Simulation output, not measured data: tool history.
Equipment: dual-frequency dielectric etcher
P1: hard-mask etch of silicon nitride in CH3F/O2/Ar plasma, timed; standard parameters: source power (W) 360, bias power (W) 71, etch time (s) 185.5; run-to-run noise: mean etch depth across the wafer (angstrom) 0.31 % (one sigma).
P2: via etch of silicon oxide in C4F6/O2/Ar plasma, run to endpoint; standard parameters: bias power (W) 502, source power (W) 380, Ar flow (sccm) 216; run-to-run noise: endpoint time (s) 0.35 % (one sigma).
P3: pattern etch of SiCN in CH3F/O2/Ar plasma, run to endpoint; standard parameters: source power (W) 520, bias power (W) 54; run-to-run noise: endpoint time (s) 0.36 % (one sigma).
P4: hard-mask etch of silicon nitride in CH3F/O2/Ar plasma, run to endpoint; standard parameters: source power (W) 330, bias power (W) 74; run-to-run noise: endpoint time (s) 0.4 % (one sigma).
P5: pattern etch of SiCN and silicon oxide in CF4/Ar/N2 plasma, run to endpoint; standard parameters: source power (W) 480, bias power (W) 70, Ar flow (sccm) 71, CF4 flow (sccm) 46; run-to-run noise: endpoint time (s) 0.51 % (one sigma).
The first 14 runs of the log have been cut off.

run	hour	process that ran	source power (W)	bias power (W)	etch time (s)	Ar flow (sccm)	CF4 flow (sccm)	mean etch depth across the wafer (angstrom)	endpoint time (s)
15	226.4	P3	520	54					35.79
16	238.5	P2	380	502		216			22.806
17	253.6	P1	360	71	185.5			1253.1	
18	264.3	P1	360	71	185.5			1247.6	
19	278.7	P1	360	44	185.5			1075.2	
20	296.2	P1	360	71	119			804.76	
21	306.7	P2	380	502		168			22.195
22	318.4	P5	480	70		71	46		14.511
23	329.6	P1	360	71	185.5			1262.9	
24	337.9	P5	480	70		91	46		15.075
25	354.5	P1	360	71	185.5			1249.2	
26	365.6	P1	360	99	270.5			2055.7	
27	382	P5	480	83		71	46		13.818
28	400.5	P5	350	70		71	46		19.068
29	409.3	P2	380	637		216			20.724
30	424.7	P4	330	74					60.897
31	434.5	P1	360	71	185.5			1261.5	
32	452.7	P1	360	71	185.5			1266.4	
33	465.4	P1	360	71	185.5			1273.2	
34	482.9	P1	360	71	185.5			1276.2	
35	491.4	P1	360	71	185.5			1276.6	
# hour 496.5: wet clean of the chamber
36	501	P1	360	71	185.5			1275.2	
37	516.4	P1	360	71	185.5			1281	

What will run 38 give?
38	534.2	P1	360	71	185.5			?	

Run 38 yielded mean etch depth across the wafer (angstrom) 1274.
